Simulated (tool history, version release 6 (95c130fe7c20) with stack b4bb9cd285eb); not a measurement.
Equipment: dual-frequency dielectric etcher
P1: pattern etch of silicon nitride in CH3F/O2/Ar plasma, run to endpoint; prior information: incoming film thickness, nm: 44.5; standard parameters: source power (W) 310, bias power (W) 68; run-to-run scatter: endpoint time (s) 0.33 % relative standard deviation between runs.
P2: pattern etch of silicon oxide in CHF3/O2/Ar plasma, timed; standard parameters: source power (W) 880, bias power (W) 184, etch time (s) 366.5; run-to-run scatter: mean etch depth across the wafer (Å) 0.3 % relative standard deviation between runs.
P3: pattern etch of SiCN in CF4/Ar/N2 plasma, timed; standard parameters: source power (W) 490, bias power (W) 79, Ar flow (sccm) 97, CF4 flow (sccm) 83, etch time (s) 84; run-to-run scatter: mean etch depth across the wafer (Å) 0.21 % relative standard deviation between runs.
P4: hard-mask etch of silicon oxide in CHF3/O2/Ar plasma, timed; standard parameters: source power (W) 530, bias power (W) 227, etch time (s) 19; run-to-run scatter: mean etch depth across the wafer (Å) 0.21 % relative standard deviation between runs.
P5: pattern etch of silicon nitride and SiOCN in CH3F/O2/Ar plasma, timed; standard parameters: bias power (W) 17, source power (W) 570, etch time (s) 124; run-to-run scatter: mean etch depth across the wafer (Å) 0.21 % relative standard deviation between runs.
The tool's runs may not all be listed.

run,hour,process that ran,source power (W),bias power (W),Ar flow (sccm),CF4 flow (sccm),etch time (s),hours since the last wet clean,hours since the last source power generator calibration,hours since the last bias power generator calibration,endpoint time (s),mean etch depth across the wafer (Å)
1,6.6,P1,310,68,,,,303,438.8,2937.2,70.573,
2,11.8,P1,190,90,,,,308.2,444,2942.4,76.578,
3,17.9,P1,310,68,,,,314.3,450.1,2948.5,70.527,
4,21.7,P3,490,79,122,83,84,318.1,453.9,2952.3,,826.49
5,27.2,P3,490,79,97,65,84,323.6,459.4,2957.8,,826.35
6,31.9,P4,370,227,,,19,328.3,464.1,2962.5,,338.06
7,38,P3,490,79,97,83,46,334.4,470.2,2968.6,,468.31
8,41.5,P1,310,68,,,,337.9,473.7,2972.1,70.554,
9,47.8,P2,880,184,,,366.5,344.2,480,2978.4,,8689.2
10,53,P3,490,79,97,83,84,349.4,485.2,2983.6,,856.57
11,58.3,P2,1050,184,,,366.5,354.7,490.5,2988.9,,9272.3
12,63.5,P2,880,184,,,366.5,359.9,495.7,2994.1,,8741.5
13,67.3,P1,310,89,,,,363.7,499.5,2997.9,64.163,
14,70.4,P1,310,68,,,,366.8,502.6,3001,70.806,
15,76.8,P5,570,17,,,124,373.2,509,3007.4,,162.96
16,80.2,P3,490,47,97,83,84,376.6,512.4,3010.8,,721.34
17,86.1,P1,390,68,,,,382.5,518.3,3016.7,65.128,
18,92,P5,800,17,,,124,388.4,524.2,3022.6,,184.46
19,96.5,P1,310,68,,,,392.9,528.7,3027.1,70.976,
20,101.1,P1,310,68,,,,397.5,533.3,3031.7,70.549,
21,106.6,P2,880,184,,,210.5,403,538.8,3037.2,,4990.2
22,110.1,P3,390,79,97,83,84,406.5,542.3,3040.7,,699.81
23,116.3,P5,570,11,,,124,412.7,548.5,3046.9,,138.27
24,120.3,P5,570,17,,,76.5,416.7,552.5,3050.9,,100.88
25,124.3,P5,570,17,,,124,420.7,556.5,3054.9,,162
26,131.3,P4,530,227,,,23,427.7,563.5,3061.9,,466.82
27,134.5,P2,880,250,,,366.5,430.9,566.7,3065.1,,9627.5
28,139.2,P4,530,311,,,19,435.6,571.4,3069.8,,431.46
29,144.9,P1,310,49,,,,441.3,577.1,3075.5,79.456,
30,151.2,P4,530,227,,,19,447.6,583.4,3081.8,,385.03
31,157.6,P1,310,68,,,,454,589.8,3088.2,70.538,
32,162.1,P3,490,79,97,83,84,458.5,594.3,3092.7,,851.67
33,166.2,P1,210,68,,,,462.6,598.4,3096.8,81.77,
34,172.2,P1,190,46,,,,468.6,604.4,3102.8,97.31,
35,178.9,P1,310,68,,,,475.3,611.1,3109.5,70.818,
36,186,P1,310,68,,,,482.4,618.2,3116.6,70.854,
37,192,P1,310,68,,,,488.4,624.2,3122.6,71.594,
38,198.4,P1,310,68,,,,494.8,630.6,3129,71.82,
39,204,P1,310,68,,,,500.4,636.2,3134.6,71.967,
40,210.6,P1,310,68,,,,507,642.8,3141.2,72.097,
# hour 214.7: wet clean of the chamber
41,216.1,P1,310,68,,,,1.5,648.3,3146.7,71.797,
42,219.8,P1,310,68,,,,5.2,652,3150.4,71.935,
43,226.5,P1,310,68,,,,11.9,658.7,3157.1,71.741,
44,230.9,P1,310,68,,,,16.3,663.1,3161.5,71.723,

What P1 gives has crept off from where it sat before. The 2 causes that follow fit the log equally well, each at the size noted:
A: bias power that arrives under what is set, % = 4.68
B: source power that arrives under what is set, % = 4.25
Creep in the process output first set in at about hour 178.9.
All other causes, with the reason each is excluded:
chamber walls in a state that lowers the etch rate, %: its service at hour 214.7 followed the start of the drift and did not put the process back to its old value

Of the 4 check runs listed below, each run on one wafer and each result written as a question mark, which would let you distinguish the listed causes because they would give clearly different results?
check 1,235.3,P2,880,231,,,366.5,,,,,?
check 2,235.3,P3,410,79,97,83,46,,,,,?
check 3,235.3,P4,530,280,,,19,,,,,?
check 4,235.3,P5,760,17,,,86,,,,,?

Check results expected under each cause:
check,result,if A,if B
check 1,mean etch depth across the wafer (Å),9231.4,9230.6
check 2,mean etch depth across the wafer (Å),393.77,385.33
check 3,mean etch depth across the wafer (Å),408.69,409.24
check 4,mean etch depth across the wafer (Å),123.06,123.42
Distance between the nearest two causes, measured in the result of the check that separates them most: check 1 0.01 %; check 2 2.17 %; check 3 0.13 %; check 4 0.29 %
Check 2 tells the causes apart: in the others they would give nearly the same result.

Running check 2 produced the following: mean etch depth across the wafer (Å) 384.91. Which one of the listed causes fits?

It was cause B: source power that arrives under what is set, %.
